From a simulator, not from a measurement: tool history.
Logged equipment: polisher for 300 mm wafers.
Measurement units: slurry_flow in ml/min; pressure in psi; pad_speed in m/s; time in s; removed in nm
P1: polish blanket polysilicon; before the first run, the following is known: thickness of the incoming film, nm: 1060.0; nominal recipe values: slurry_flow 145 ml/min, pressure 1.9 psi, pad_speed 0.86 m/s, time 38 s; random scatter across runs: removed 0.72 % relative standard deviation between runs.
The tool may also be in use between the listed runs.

run 1 day=0.312 | slurry_flow=145 pressure=1.9 pad_speed=0.86 time=38 | removed=160.550
run 2 day=0.842 | slurry_flow=145 pressure=1.9 pad_speed=0.86 time=38 | removed=163.160
run 3 day=1.254 | slurry_flow=145 pressure=1.9 pad_speed=0.60 time=38 | removed=115.280
run 4 day=1.617 | slurry_flow=225 pressure=1.9 pad_speed=0.86 time=38 | removed=173.610
run 5 day=2.142 | slurry_flow=145 pressure=1.9 pad_speed=0.86 time=38 | removed=164.550
run 6 day=2.429 | slurry_flow=205 pressure=1.9 pad_speed=1.14 time=38 | removed=227.650
run 7 day=2.912 | slurry_flow=145 pressure=1.2 pad_speed=0.86 time=28 | removed=75.236
-- day=3.346 slurry nozzle cleaned
run 8 day=3.375 | slurry_flow=145 pressure=1.9 pad_speed=0.86 time=19 | removed=81.698
run 9 day=3.904 | slurry_flow=145 pressure=1.0 pad_speed=0.86 time=38 | removed=86.561
run 10 day=4.338 | slurry_flow=145 pressure=2.9 pad_speed=0.86 time=38 | removed=249.430
run 11 day=4.738 | slurry_flow=145 pressure=1.9 pad_speed=0.86 time=50 | removed=218.500
run 12 day=5.071 | slurry_flow=100 pressure=1.9 pad_speed=0.86 time=38 | removed=151.150
run 13 day=5.350 | slurry_flow=145 pressure=1.9 pad_speed=1.22 time=38 | removed=231.660
-- day=5.625 head pressure recalibrated
run 14 day=5.625 | slurry_flow=145 pressure=1.9 pad_speed=0.86 time=38 | removed=162.310
run 15 day=6.075 | slurry_flow=145 pressure=1.9 pad_speed=0.86 time=38 | removed=165.300
run 16 day=6.321 | slurry_flow=145 pressure=1.9 pad_speed=0.86 time=38 | removed=165.110
run 17 day=6.696 | slurry_flow=145 pressure=1.9 pad_speed=0.86 time=38 | removed=161.190
run 18 day=7.092 | slurry_flow=145 pressure=1.9 pad_speed=0.86 time=38 | removed=153.840
run 19 day=7.367 | slurry_flow=145 pressure=1.9 pad_speed=0.86 time=38 | removed=154.950
run 20 day=7.867 | slurry_flow=145 pressure=1.9 pad_speed=0.86 time=38 | removed=151.500

For run 21, what comes out?
-- day=7.954 head pressure recalibrated
run 21 day=8.392 | slurry_flow=145 pressure=1.9 pad_speed=0.86 time=38 | removed=?

Run 21 produced removed 153.280 nm.

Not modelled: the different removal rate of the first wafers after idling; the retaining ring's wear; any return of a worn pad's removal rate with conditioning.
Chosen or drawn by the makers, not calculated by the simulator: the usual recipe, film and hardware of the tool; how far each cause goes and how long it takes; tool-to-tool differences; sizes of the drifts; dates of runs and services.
